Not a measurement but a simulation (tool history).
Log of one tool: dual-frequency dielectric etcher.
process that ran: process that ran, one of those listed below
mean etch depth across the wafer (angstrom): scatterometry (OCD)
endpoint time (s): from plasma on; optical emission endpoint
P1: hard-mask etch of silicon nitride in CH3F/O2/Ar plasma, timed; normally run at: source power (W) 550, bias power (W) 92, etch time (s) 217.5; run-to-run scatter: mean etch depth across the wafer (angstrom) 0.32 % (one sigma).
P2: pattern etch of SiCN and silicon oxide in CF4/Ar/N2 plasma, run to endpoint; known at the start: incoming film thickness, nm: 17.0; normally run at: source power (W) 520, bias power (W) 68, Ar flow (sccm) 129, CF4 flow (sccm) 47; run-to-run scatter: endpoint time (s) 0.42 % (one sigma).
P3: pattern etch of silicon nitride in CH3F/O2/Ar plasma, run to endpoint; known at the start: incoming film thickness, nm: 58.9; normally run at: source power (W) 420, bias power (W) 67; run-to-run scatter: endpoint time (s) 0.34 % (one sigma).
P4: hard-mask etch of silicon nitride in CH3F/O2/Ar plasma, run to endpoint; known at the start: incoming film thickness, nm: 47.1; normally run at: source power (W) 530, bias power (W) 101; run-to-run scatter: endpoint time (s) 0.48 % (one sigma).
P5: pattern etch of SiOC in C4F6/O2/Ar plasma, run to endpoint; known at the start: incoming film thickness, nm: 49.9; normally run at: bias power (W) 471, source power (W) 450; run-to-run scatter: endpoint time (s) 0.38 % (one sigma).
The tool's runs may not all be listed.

run	day	process that ran	source power (W)	bias power (W)	etch time (s)	Ar flow (sccm)	CF4 flow (sccm)	hours since the last wet clean	hours since the last source power generator calibration	hours since the last bias power generator calibration	mean etch depth across the wafer (angstrom)	endpoint time (s)
1	0.258	P1	550	92	217.5			120.6	1984.5	842	1805.5	
2	0.721	P4	530	101				131.7	1995.6	853.1		54.024
3	1.15	P2	730	68		129	47	142	2005.9	863.4		14.894
4	1.579	P1	550	92	217.5			152.3	2016.2	873.7	1812.5	
5	1.871	P1	550	92	295.5			159.3	2023.2	880.7	2435.1	
6	2.096	P4	630	101				164.7	2028.6	886.1		50.365
7	2.504	P2	520	68		129	47	174.5	2038.4	895.9		19.797
8	2.742	P1	550	119	217.5			180.2	2044.1	901.6	1992.3	
9	3.212	P1	550	64	217.5			191.5	2055.4	912.9	1595.4	
10	3.717	P3	420	91				203.6	2067.5	925		76.426
11	4.217	P4	530	101				215.6	2079.5	937		53.935
12	4.717	P5	450	471				227.6	2091.5	949		16.516
13	5.121	P1	550	92	217.5			237.3	2101.2	958.7	1809.2	
14	5.4	P2	520	68		129	64	244	2107.9	965.4		18.931
15	5.796	P3	420	67				253.5	2117.4	974.9		85.133
16	6.267	P3	570	67				264.8	2128.7	986.2		75.642
17	6.517	P1	770	92	217.5			270.8	2134.7	992.2	2055	
18	6.883	P1	550	92	217.5			279.6	2143.5	1001	1799.6	
19	7.388	P1	330	92	217.5			291.7	2155.6	1013.1	1492.3	
20	7.733	P4	530	121				300	2163.9	1021.4		50.465
21	8.075	P1	550	92	145			308.2	2172.1	1029.6	1213.4	
22	8.317	P5	450	606				314	2177.9	1035.4		14.991
23	8.675	P5	570	471				322.6	2186.5	1044		15.223
# day 8.804: wet clean of the chamber
24	9.167	P1	550	92	217.5			8.8	2198.3	1055.8	1815.9	
25	9.583	P2	520	68		129	47	18.8	2208.3	1065.8		19.89
26	9.892	P2	520	41		129	47	26.2	2215.7	1073.2		23.572
27	10.108	P1	550	58	261.5			31.4	2220.9	1078.4	1863.9	
28	10.612	P2	520	68		166	47	43.5	2233	1090.5		20.593
29	10.875	P1	550	92	217.5			49.8	2239.3	1096.8	1814.4	
30	11.238	P1	550	92	217.5			58.5	2248	1105.5	1822.8	

The next listed run, before its measurement:
31	11.617	P1	550	92	217.5			67.6	2257.1	1114.6	?	

mean etch depth across the wafer (angstrom): 1827.6
